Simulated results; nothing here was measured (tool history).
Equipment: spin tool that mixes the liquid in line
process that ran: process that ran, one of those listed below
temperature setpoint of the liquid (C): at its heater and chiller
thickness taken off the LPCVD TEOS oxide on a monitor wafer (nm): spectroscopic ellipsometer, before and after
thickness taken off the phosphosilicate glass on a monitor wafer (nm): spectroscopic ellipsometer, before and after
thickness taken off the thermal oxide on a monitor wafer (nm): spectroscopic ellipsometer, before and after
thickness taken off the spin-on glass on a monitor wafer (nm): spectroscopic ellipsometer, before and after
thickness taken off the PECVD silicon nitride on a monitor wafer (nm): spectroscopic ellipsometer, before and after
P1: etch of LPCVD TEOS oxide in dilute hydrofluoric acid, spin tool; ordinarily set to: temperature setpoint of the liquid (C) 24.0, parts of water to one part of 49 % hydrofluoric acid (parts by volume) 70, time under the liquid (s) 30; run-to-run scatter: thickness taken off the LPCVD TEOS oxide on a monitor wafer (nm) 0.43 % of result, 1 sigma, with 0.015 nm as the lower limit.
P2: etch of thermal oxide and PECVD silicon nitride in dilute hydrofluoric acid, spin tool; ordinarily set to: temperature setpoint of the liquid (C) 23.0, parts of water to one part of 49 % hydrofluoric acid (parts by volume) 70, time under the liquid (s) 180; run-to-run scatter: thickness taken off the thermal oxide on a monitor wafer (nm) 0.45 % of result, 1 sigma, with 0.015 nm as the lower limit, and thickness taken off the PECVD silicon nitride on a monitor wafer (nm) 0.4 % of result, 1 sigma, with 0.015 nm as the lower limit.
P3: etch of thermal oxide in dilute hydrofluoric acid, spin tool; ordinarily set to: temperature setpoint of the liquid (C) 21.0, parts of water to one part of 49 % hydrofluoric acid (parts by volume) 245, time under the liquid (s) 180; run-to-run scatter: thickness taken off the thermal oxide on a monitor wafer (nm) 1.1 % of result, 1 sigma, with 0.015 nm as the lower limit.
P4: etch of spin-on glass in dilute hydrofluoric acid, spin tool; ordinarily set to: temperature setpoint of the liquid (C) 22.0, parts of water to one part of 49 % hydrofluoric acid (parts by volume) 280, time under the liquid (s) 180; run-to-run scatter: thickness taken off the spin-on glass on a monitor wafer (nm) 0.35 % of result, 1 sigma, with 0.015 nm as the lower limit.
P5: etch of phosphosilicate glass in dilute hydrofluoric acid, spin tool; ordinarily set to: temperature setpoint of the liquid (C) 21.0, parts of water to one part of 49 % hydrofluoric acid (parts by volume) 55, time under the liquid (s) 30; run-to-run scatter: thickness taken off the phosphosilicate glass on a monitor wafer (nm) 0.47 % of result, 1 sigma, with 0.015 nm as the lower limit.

run,hour,process that ran,temperature setpoint of the liquid (C),parts of water to one part of 49 % hydrofluoric acid (parts by volume),time under the liquid (s),thickness taken off the LPCVD TEOS oxide on a monitor wafer (nm),thickness taken off the phosphosilicate glass on a monitor wafer (nm),thickness taken off the thermal oxide on a monitor wafer (nm),thickness taken off the spin-on glass on a monitor wafer (nm),thickness taken off the PECVD silicon nitride on a monitor wafer (nm)
1,11.5,P1,24.0,70,30,10.7970,,,,
2,27.2,P1,24.0,70,30,10.7700,,,,
3,37.2,P5,21.0,55,55,,111.180,,,
4,47.5,P5,27.0,55,30,,78.022,,,
5,55.8,P3,21.0,245,295,,,4.2311,,
6,67.2,P1,20.0,70,15,4.5793,,,,
7,77.2,P5,21.0,55,30,,61.080,,,
8,88.2,P1,19.5,70,30,8.9662,,,,
9,102.8,P3,21.0,65,180,,,11.9660,,
10,117.4,P1,24.0,70,30,10.8240,,,,
11,134.5,P1,24.0,25,30,31.9730,,,,
12,142.3,P1,24.0,70,30,10.8640,,,,
13,152.7,P4,22.0,280,180,,,,18.4120,
14,168.7,P4,22.0,280,60,,,,6.1288,
15,182.8,P1,24.0,70,55,19.8190,,,,
16,197.9,P2,30.0,70,180,,,16.6180,,12.611
17,211.5,P2,23.0,105,180,,,8.0529,,5.320
18,228.9,P2,23.0,70,340,,,23.7260,,14.893
19,242.1,P1,31.5,70,30,14.6580,,,,
20,255.7,P3,28.0,245,180,,,3.3835,,
21,272.2,P4,17.0,280,180,,,,15.3500,
22,279.8,P3,21.0,245,180,,,2.6235,,
23,291.2,P1,24.0,105,30,6.8943,,,,
24,299.1,P2,23.0,70,180,,,12.6680,,7.965

Expected results for the next run?
25,310.4,P1,24.0,70,15,?,,,,

Run 25 produced thickness taken off the LPCVD TEOS oxide on a monitor wafer (nm) 5.3956.
